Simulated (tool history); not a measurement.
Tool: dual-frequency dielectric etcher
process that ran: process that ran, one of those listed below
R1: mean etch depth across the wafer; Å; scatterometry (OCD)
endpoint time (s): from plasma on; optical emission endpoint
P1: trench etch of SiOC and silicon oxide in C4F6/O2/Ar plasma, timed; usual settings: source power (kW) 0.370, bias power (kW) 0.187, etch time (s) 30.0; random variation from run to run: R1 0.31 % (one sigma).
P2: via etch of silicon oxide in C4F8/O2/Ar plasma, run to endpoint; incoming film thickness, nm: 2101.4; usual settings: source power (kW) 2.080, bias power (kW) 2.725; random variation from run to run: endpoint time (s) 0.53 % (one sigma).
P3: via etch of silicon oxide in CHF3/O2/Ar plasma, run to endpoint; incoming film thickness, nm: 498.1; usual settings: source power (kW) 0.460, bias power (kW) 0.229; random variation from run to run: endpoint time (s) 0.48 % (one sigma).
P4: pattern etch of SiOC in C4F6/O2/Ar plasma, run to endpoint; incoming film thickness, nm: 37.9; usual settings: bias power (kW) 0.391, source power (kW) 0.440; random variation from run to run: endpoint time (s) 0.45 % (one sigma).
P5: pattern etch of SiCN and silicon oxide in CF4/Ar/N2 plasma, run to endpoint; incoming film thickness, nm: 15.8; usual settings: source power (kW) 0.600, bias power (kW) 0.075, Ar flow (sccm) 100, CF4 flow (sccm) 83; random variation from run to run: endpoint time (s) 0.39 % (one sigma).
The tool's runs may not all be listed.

{"run": 1, "hour": 3.1, "process that ran": "P1", "source power (kW)": 0.37, "bias power (kW)": 0.187, "etch time (s)": 30.0, "R1": 588.55}
{"run": 2, "hour": 7.6, "process that ran": "P1", "source power (kW)": 0.37, "bias power (kW)": 0.187, "etch time (s)": 30.0, "R1": 588.9}
{"run": 3, "hour": 11.2, "process that ran": "P1", "source power (kW)": 0.37, "bias power (kW)": 0.187, "etch time (s)": 30.0, "R1": 589.57}
{"run": 4, "hour": 15.3, "process that ran": "P1", "source power (kW)": 0.37, "bias power (kW)": 0.187, "etch time (s)": 30.0, "R1": 590.09}
{"run": 5, "hour": 19.8, "process that ran": "P1", "source power (kW)": 0.37, "bias power (kW)": 0.187, "etch time (s)": 40.5, "R1": 792.39}
{"run": 6, "hour": 24.6, "process that ran": "P2", "source power (kW)": 2.08, "bias power (kW)": 2.725, "endpoint time (s)": 372.14}
{"run": 7, "hour": 28.0, "process that ran": "P3", "source power (kW)": 0.46, "bias power (kW)": 0.229, "endpoint time (s)": 269.14}
{"run": 8, "hour": 30.7, "process that ran": "P5", "source power (kW)": 0.6, "bias power (kW)": 0.075, "Ar flow (sccm)": 100, "CF4 flow (sccm)": 83, "endpoint time (s)": 13.702}
{"run": 9, "hour": 33.8, "process that ran": "P1", "source power (kW)": 0.26, "bias power (kW)": 0.187, "etch time (s)": 37.0, "R1": 633.01}
{"run": 10, "hour": 38.7, "process that ran": "P4", "source power (kW)": 0.44, "bias power (kW)": 0.391, "endpoint time (s)": 13.685}
{"run": 11, "hour": 43.7, "process that ran": "P4", "source power (kW)": 0.6, "bias power (kW)": 0.391, "endpoint time (s)": 12.235}
{"run": 12, "hour": 46.6, "process that ran": "P2", "source power (kW)": 2.89, "bias power (kW)": 2.725, "endpoint time (s)": 325.34}
{"run": 13, "hour": 51.6, "process that ran": "P5", "source power (kW)": 0.6, "bias power (kW)": 0.075, "Ar flow (sccm)": 100, "CF4 flow (sccm)": 110, "endpoint time (s)": 12.994}
{"run": 14, "hour": 55.2, "process that ran": "P5", "source power (kW)": 0.6, "bias power (kW)": 0.045, "Ar flow (sccm)": 100, "CF4 flow (sccm)": 83, "endpoint time (s)": 15.846}
{"run": 15, "hour": 59.4, "process that ran": "P1", "source power (kW)": 0.37, "bias power (kW)": 0.187, "etch time (s)": 30.0, "R1": 590.67}
{"run": 16, "hour": 62.1, "process that ran": "P2", "source power (kW)": 2.08, "bias power (kW)": 2.725, "endpoint time (s)": 370.25}
{"run": 17, "hour": 66.5, "process that ran": "P1", "source power (kW)": 0.37, "bias power (kW)": 0.187, "etch time (s)": 19.5, "R1": 381.2}
{"run": 18, "hour": 70.5, "process that ran": "P1", "source power (kW)": 0.37, "bias power (kW)": 0.187, "etch time (s)": 30.0, "R1": 586.76}
{"run": 19, "hour": 73.3, "process that ran": "P1", "source power (kW)": 0.37, "bias power (kW)": 0.127, "etch time (s)": 30.0, "R1": 523.43}
{"run": 20, "hour": 76.1, "process that ran": "P1", "source power (kW)": 0.37, "bias power (kW)": 0.187, "etch time (s)": 30.0, "R1": 586.98}
{"run": 21, "hour": 78.7, "process that ran": "P3", "source power (kW)": 0.46, "bias power (kW)": 0.148, "endpoint time (s)": 310.33}
{"run": 22, "hour": 83.4, "process that ran": "P1", "source power (kW)": 0.5, "bias power (kW)": 0.187, "etch time (s)": 30.0, "R1": 662.55}
{"run": 23, "hour": 88.4, "process that ran": "P1", "source power (kW)": 0.24, "bias power (kW)": 0.187, "etch time (s)": 30.0, "R1": 498.57}
{"run": 24, "hour": 91.3, "process that ran": "P5", "source power (kW)": 0.6, "bias power (kW)": 0.075, "Ar flow (sccm)": 140, "CF4 flow (sccm)": 83, "endpoint time (s)": 14.286}
{"run": 25, "hour": 93.7, "process that ran": "P2", "source power (kW)": 2.08, "bias power (kW)": 1.774, "endpoint time (s)": 418.48}
{"run": 26, "hour": 97.3, "process that ran": "P1", "source power (kW)": 0.37, "bias power (kW)": 0.259, "etch time (s)": 30.0, "R1": 659.14}
{"run": 27, "hour": 102.0, "process that ran": "P4", "source power (kW)": 0.44, "bias power (kW)": 0.529, "endpoint time (s)": 12.23}
{"run": 28, "hour": 105.0, "process that ran": "P4", "source power (kW)": 0.44, "bias power (kW)": 0.391, "endpoint time (s)": 13.681}
{"run": 29, "hour": 107.3, "process that ran": "P3", "source power (kW)": 0.46, "bias power (kW)": 0.229, "endpoint time (s)": 267.0}
{"run": 30, "hour": 111.3, "process that ran": "P3", "source power (kW)": 0.27, "bias power (kW)": 0.229, "endpoint time (s)": 324.09}
{"run": 31, "hour": 114.2, "process that ran": "P5", "source power (kW)": 0.48, "bias power (kW)": 0.075, "Ar flow (sccm)": 100, "CF4 flow (sccm)": 83, "endpoint time (s)": 16.454}
{"run": 32, "hour": 116.4, "process that ran": "P1", "source power (kW)": 0.37, "bias power (kW)": 0.187, "etch time (s)": 30.0, "R1": 586.98}
{"run": 33, "hour": 120.9, "process that ran": "P1", "source power (kW)": 0.37, "bias power (kW)": 0.187, "etch time (s)": 30.0, "R1": 591.63}
{"run": 34, "hour": 125.2, "process that ran": "P1", "source power (kW)": 0.37, "bias power (kW)": 0.187, "etch time (s)": 30.0, "R1": 597.2}
{"run": 35, "hour": 127.5, "process that ran": "P1", "source power (kW)": 0.37, "bias power (kW)": 0.187, "etch time (s)": 30.0, "R1": 597.83}
{"hour": 129.6, "done": "wet clean of the chamber"}
{"run": 36, "hour": 129.9, "process that ran": "P1", "source power (kW)": 0.37, "bias power (kW)": 0.187, "etch time (s)": 30.0, "R1": 594.9}
{"run": 37, "hour": 132.7, "process that ran": "P1", "source power (kW)": 0.37, "bias power (kW)": 0.187, "etch time (s)": 30.0, "R1": 597.68}
{"run": 38, "hour": 137.2, "process that ran": "P1", "source power (kW)": 0.37, "bias power (kW)": 0.187, "etch time (s)": 30.0, "R1": 596.07}
{"run": 39, "hour": 141.0, "process that ran": "P1", "source power (kW)": 0.37, "bias power (kW)": 0.187, "etch time (s)": 30.0, "R1": 597.88}

What P1 gives has crept away from where it was. These 2 causes fit the log equally well, each at the size given:
A: bias power that arrives over what is set, % = 4.93
B: source power that arrives over what is set, % = 4.08
The creep began at about hour 116.4.
Why every other cause is out:
chamber walls in a state that raises the etch rate, %: serviced at hour 129.6, which brought nothing back

4 check runs are offered, each on 2 wafers whose results are averaged, their results left as question marks. Which one tells the causes apart?
{"run": "check 1", "hour": 144.8, "process that ran": "P5", "source power (kW)": 0.6, "bias power (kW)": 0.052, "Ar flow (sccm)": 125, "CF4 flow (sccm)": 83, "endpoint time (s)": "?"}
{"run": "check 2", "hour": 144.8, "process that ran": "P2", "source power (kW)": 2.81, "bias power (kW)": 2.262, "endpoint time (s)": "?"}
{"run": "check 3", "hour": 144.8, "process that ran": "P3", "source power (kW)": 0.31, "bias power (kW)": 0.149, "endpoint time (s)": "?"}
{"run": "check 4", "hour": 144.8, "process that ran": "P4", "source power (kW)": 0.59, "bias power (kW)": 0.51, "endpoint time (s)": "?"}

What each check would give under each cause:
check=check_1 result=endpoint_time_(s) if_A=15.543 if_B=15.222
check=check_2 result=endpoint_time_(s) if_A=342.580 if_B=341.860
check=check_3 result=endpoint_time_(s) if_A=352.780 if_B=353.180
check=check_4 result=endpoint_time_(s) if_A=10.941 if_B=10.973
How far apart the two closest causes lie, in the result that separates them most: check 1 2.08 %; check 2 0.21 %; check 3 0.11 %; check 4 0.29 %
Check 1 tells the causes apart: in the others they would give nearly the same result.

Check 1 was then run and gave: endpoint time (s) 15.295. Which cause is it?

It is B: source power that arrives over what is set, %.
